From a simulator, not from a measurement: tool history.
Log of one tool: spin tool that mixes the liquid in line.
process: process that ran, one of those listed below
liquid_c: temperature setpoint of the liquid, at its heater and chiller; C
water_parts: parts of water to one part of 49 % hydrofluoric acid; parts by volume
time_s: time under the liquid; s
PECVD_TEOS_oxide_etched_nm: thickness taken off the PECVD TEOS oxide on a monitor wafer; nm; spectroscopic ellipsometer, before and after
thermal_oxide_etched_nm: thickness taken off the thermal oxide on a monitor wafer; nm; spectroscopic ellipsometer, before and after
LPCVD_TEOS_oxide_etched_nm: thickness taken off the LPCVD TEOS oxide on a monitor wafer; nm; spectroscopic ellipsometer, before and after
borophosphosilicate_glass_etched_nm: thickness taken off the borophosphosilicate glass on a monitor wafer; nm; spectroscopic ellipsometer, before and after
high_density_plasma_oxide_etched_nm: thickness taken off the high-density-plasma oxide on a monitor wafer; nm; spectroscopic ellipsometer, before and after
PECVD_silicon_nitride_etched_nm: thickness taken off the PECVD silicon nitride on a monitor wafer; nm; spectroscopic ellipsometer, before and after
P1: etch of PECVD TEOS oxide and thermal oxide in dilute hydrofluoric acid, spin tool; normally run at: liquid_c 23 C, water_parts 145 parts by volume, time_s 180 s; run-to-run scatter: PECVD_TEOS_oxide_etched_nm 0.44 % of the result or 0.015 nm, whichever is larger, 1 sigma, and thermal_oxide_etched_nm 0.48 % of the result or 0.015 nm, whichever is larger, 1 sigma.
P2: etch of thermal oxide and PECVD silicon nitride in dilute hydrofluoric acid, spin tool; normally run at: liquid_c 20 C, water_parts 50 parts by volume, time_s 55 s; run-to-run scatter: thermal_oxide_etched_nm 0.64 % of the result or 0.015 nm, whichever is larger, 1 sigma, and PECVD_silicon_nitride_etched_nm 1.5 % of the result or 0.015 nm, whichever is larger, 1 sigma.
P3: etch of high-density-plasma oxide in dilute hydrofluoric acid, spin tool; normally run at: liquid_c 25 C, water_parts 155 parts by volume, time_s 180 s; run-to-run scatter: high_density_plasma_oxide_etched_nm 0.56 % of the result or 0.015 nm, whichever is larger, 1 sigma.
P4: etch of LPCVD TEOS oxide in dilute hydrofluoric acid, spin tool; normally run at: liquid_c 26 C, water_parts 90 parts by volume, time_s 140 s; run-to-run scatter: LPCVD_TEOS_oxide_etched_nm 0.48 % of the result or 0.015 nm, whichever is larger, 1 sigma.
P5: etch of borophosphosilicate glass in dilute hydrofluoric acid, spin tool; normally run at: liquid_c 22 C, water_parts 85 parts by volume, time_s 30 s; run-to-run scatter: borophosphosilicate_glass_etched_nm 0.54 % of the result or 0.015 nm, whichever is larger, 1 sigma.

| run | hour | process | liquid_c | water_parts | time_s | PECVD_TEOS_oxide_etched_nm | thermal_oxide_etched_nm | LPCVD_TEOS_oxide_etched_nm | borophosphosilicate_glass_etched_nm | high_density_plasma_oxide_etched_nm | PECVD_silicon_nitride_etched_nm |
|---|---|---|---|---|---|---|---|---|---|---|---|
| 1 | 9.7 | P1 | 23 | 145 | 180 | 21.763 | 5.6835 |  |  |  |  |
| 2 | 22.8 | P1 | 23 | 55 | 180 | 63.671 | 16.651 |  |  |  |  |
| 3 | 35.6 | P4 | 26 | 90 | 220 |  |  | 81.17 |  |  |  |
| 4 | 41.8 | P5 | 22 | 85 | 30 |  |  |  | 17.02 |  |  |
| 5 | 47.9 | P3 | 25 | 275 | 180 |  |  |  |  | 2.7648 |  |
| 6 | 58.3 | P5 | 28 | 85 | 30 |  |  |  | 21.495 |  |  |
| 7 | 67 | P2 | 20 | 50 | 55 |  | 4.9493 |  |  |  | 1.373 |
| 8 | 79.9 | P1 | 23 | 145 | 180 | 21.683 | 5.649 |  |  |  |  |
| 9 | 92.2 | P3 | 19.5 | 155 | 180 |  |  |  |  | 4.4976 |  |
| 10 | 100.8 | P1 | 23 | 205 | 180 | 14.426 | 3.7742 |  |  |  |  |
| 11 | 113.6 | P1 | 18 | 145 | 180 | 17.829 | 4.6451 |  |  |  |  |
| 12 | 125.3 | P1 | 23 | 145 | 260 | 31.5 | 8.1305 |  |  |  |  |
| 13 | 137 | P1 | 18.5 | 65 | 180 | 44.197 | 11.514 |  |  |  |  |
| 14 | 148.9 | P4 | 26 | 90 | 140 |  |  | 51.325 |  |  |  |
| 15 | 155.3 | P5 | 22 | 85 | 50 |  |  |  | 28.217 |  |  |
| 16 | 163 | P1 | 31 | 145 | 180 | 29.06 | 7.6162 |  |  |  |  |
| 17 | 175 | P1 | 23 | 145 | 15 | 1.8025 | 0.48304 |  |  |  |  |
| 18 | 183.2 | P4 | 26 | 50 | 140 |  |  | 98.196 |  |  |  |
| 19 | 196.2 | P3 | 25 | 155 | 180 |  |  |  |  | 5.5685 |  |
| 20 | 203.8 | P1 | 23 | 145 | 180 | 21.762 | 5.6747 |  |  |  |  |
| 21 | 214.7 | P2 | 27.5 | 50 | 55 |  | 6.6233 |  |  |  | 2.2925 |
| 22 | 227.1 | P1 | 23 | 145 | 180 | 21.686 | 5.6578 |  |  |  |  |
| 23 | 233.3 | P1 | 23 | 145 | 180 | 21.608 | 5.6488 |  |  |  |  |

Run 24 comes next. What will it give?
| 24 | 243 | P3 | 25 | 155 | 50 |  |  |  |  | ? |  |

high_density_plasma_oxide_etched_nm: 1.5771 nm

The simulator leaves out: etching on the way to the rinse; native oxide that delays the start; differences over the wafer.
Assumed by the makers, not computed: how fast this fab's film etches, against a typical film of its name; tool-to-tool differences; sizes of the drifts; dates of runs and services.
